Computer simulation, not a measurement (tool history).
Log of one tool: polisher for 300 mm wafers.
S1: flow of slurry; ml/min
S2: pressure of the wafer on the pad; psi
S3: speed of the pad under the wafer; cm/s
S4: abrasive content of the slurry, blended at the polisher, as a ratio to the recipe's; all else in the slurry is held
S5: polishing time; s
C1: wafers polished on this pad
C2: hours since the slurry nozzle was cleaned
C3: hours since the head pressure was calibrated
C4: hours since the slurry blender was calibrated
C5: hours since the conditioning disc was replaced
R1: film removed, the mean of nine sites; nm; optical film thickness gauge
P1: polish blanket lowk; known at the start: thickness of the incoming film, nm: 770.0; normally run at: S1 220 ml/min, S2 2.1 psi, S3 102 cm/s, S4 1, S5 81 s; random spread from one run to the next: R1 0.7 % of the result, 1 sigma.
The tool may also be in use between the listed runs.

run,hour,S1,S2,S3,S4,S5,C1,C2,C3,C4,C5,R1
1,10.3,220,2.1,102,1,81,878,148.9,883.9,96.8,234.3,31.598
2,25,315,2.1,102,1.2,81,1021,163.6,898.6,111.5,249,35.713
3,39.6,220,2.1,102,1,81,1162,178.2,913.2,126.1,263.6,31.528
4,48.8,220,1.2,102,1,125,1252,187.4,922.4,135.3,272.8,28.242
5,57.8,220,2.1,102,1,81,1339,196.4,931.4,144.3,281.8,31.716
6,74.2,220,2.1,102,0.55,81,1498,212.8,947.8,160.7,298.2,22.904
7,83.9,220,2.1,102,1,81,1592,222.5,957.5,170.4,307.9,31.677
# hour 90.2: slurry nozzle cleaned
8,91.8,220,3.3,102,1,81,1669,1.7,965.4,178.3,315.8,50.159
9,105.8,220,2.1,102,1,51,1804,15.7,979.4,192.3,329.8,20.2
10,122.2,330,2.1,102,1,81,1963,32.1,995.8,208.7,346.2,33.049
11,136.3,220,2.1,102,1,81,2100,46.2,1009.9,222.8,360.3,31.528
12,146.4,220,2.1,102,1.45,81,2198,56.3,1020,232.9,370.4,36.527
13,162.8,220,2.1,102,1,81,2357,72.7,1036.4,249.3,386.8,31.631
14,176.1,220,2.1,46,1,81,2486,86,1049.7,262.6,400.1,16.983
15,186.6,220,2.1,102,1,117,2588,96.5,1060.2,273.1,410.6,45.867
16,200.9,130,2.1,102,1,81,2726,110.8,1074.5,287.4,424.9,28.982
17,214.2,220,2.1,132,1,81,2855,124.1,1087.8,300.7,438.2,38.596
18,223.3,220,1,102,1,81,2944,133.2,1096.9,309.8,447.3,15.098
19,236.2,220,2.1,102,1,81,3069,146.1,1109.8,322.7,460.2,31.904
20,251.1,220,2.1,102,1,81,3213,161,1124.7,337.6,475.1,30.22
21,264.8,220,2.1,102,1,81,3346,174.7,1138.4,351.3,488.8,29.141
# hour 272: conditioning disc replaced and pad reconditioned
# hour 278: head pressure recalibrated
22,279.9,220,2.1,102,1,81,3492,189.8,2,366.4,7.9,29.118
# hour 285.3: slurry nozzle cleaned
23,290.4,220,2.1,102,1,81,3594,5.1,12.5,376.9,18.4,28.912
24,301.5,220,2.1,102,1,81,3702,16.2,23.6,388,29.5,28.792
25,317.8,220,2.1,102,1,81,3860,32.5,39.9,404.3,45.8,28.91

Something has made what P1 gives creep away from where it was; the 2 causes below, each at its own stated size, fit the log equally well:
A: removal rate lost through wear of the pad, % = 9.92
B: abrasive missing from the slurry, % = 19.5
The process output started creeping at around hour 236.2.
Why every other cause is out:
slurry flow missing at the pad, %: serviced at hour 285.3, after the change had begun; the process did not return to its earlier output
head's pressure below its setpoint, %: serviced at hour 278, after the change had begun; the process did not return to its earlier output
time polished since the conditioner stopped cutting, s: serviced at hour 272, after the change had begun; the process did not return to its earlier output

The list below offers 4 check runs, each averaging the results of 3 wafers, and shows each result as a question mark. For which of them would the listed causes give clearly different results?
check 1,334.1,220,2.1,70,1,62,,,,,,?
check 2,334.1,220,2.1,78,1,81,,,,,,?
check 3,334.1,220,2.1,102,0.55,104,,,,,,?
check 4,334.1,220,3.2,102,1,81,,,,,,?

What every check run would give for each of its results, assuming each possible cause in turn:
check,result,if A,if B
check 1,R1,16.227,16.227
check 2,R1,23.117,23.117
check 3,R1,26.813,25.976
check 4,R1,43.657,43.658
How far apart the two closest causes lie, in the result that separates them most: check 1 0 %; check 2 0 %; check 3 3.17 %; check 4 0 %
Check 3 tells the causes apart: in the others they would give nearly the same result.

Here is what check 3 returned: R1 25.954 nm. Which cause is it?

Of the candidate causes, it is B: abrasive missing from the slurry, %.
